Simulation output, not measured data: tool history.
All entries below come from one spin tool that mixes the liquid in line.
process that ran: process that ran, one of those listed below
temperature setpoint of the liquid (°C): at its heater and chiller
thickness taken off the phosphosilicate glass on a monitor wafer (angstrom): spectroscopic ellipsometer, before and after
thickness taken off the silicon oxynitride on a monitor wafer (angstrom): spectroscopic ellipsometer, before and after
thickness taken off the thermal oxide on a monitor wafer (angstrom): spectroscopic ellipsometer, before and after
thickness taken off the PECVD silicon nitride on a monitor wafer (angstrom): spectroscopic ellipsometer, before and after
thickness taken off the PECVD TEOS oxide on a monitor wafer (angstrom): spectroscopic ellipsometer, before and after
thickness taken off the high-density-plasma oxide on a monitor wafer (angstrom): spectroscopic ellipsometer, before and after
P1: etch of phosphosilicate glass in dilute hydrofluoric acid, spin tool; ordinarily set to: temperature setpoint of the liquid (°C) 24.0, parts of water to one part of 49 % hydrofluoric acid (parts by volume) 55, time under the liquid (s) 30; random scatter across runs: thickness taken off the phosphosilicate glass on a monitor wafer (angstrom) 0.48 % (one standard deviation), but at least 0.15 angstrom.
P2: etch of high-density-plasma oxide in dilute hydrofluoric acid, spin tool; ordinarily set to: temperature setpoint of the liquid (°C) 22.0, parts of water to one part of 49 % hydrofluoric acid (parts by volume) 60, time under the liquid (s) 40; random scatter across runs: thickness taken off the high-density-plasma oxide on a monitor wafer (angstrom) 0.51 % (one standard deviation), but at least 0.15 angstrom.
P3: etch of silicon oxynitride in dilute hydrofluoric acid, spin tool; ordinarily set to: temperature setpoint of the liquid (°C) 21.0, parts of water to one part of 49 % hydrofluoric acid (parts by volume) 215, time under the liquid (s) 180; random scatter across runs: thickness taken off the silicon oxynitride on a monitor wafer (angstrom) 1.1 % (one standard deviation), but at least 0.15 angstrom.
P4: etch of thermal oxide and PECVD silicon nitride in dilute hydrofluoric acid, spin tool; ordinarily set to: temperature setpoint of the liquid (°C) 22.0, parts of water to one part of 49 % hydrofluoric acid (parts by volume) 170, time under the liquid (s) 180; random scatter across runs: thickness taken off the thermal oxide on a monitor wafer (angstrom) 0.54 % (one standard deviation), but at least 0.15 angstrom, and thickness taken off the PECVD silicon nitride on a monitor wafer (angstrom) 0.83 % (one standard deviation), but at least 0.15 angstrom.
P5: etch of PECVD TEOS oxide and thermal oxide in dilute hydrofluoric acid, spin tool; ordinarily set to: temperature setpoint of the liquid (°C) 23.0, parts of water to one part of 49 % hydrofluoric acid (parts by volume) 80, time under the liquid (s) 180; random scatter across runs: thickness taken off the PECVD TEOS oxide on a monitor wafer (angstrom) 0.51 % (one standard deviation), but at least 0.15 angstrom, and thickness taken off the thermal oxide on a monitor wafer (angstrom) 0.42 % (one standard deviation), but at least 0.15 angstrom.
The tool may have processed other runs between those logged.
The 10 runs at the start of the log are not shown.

run,hour,process that ran,temperature setpoint of the liquid (°C),parts of water to one part of 49 % hydrofluoric acid (parts by volume),time under the liquid (s),thickness taken off the phosphosilicate glass on a monitor wafer (angstrom),thickness taken off the silicon oxynitride on a monitor wafer (angstrom),thickness taken off the thermal oxide on a monitor wafer (angstrom),thickness taken off the PECVD silicon nitride on a monitor wafer (angstrom),thickness taken off the PECVD TEOS oxide on a monitor wafer (angstrom),thickness taken off the high-density-plasma oxide on a monitor wafer (angstrom)
11,148.0,P5,23.0,20,180,,,467.280,,808.59,
12,159.8,P4,28.0,170,180,,,53.642,36.4580,,
13,176.0,P2,22.0,60,40,,,,,,38.752
14,191.1,P5,23.0,80,180,,,107.680,,187.99,
15,205.4,P1,19.5,90,30,444.17,,,,,
16,213.9,P1,30.5,55,30,1177.00,,,,,
17,222.9,P1,24.0,55,30,903.47,,,,,
18,231.9,P5,30.0,80,180,,,141.530,,247.15,
19,249.2,P1,24.0,55,55,1675.50,,,,,
20,268.0,P5,23.0,80,180,,,107.840,,187.23,
21,280.3,P1,24.0,55,15,456.97,,,,,
22,295.1,P1,24.0,85,30,559.76,,,,,
23,305.2,P3,17.0,215,180,,17.6190,,,,
24,314.2,P2,27.0,60,40,,,,,,47.184
25,323.8,P1,24.0,55,30,906.51,,,,,
26,338.9,P2,22.0,60,15,,,,,,14.484
27,354.1,P4,22.0,170,180,,,43.113,24.6790,,
28,366.5,P1,24.0,25,30,2074.50,,,,,
29,378.9,P1,18.5,55,30,721.50,,,,,
30,396.0,P4,22.0,170,65,,,15.557,8.9393,,
31,404.8,P1,24.0,55,30,906.20,,,,,
32,414.9,P1,24.0,55,30,908.52,,,,,
33,432.1,P1,24.0,55,30,907.05,,,,,

Run 34, settings as shown, results not yet in. Your forecast:
34,446.6,P1,24.0,55,30,?,,,,,

Run 34 produced thickness taken off the phosphosilicate glass on a monitor wafer (angstrom) 880.69.

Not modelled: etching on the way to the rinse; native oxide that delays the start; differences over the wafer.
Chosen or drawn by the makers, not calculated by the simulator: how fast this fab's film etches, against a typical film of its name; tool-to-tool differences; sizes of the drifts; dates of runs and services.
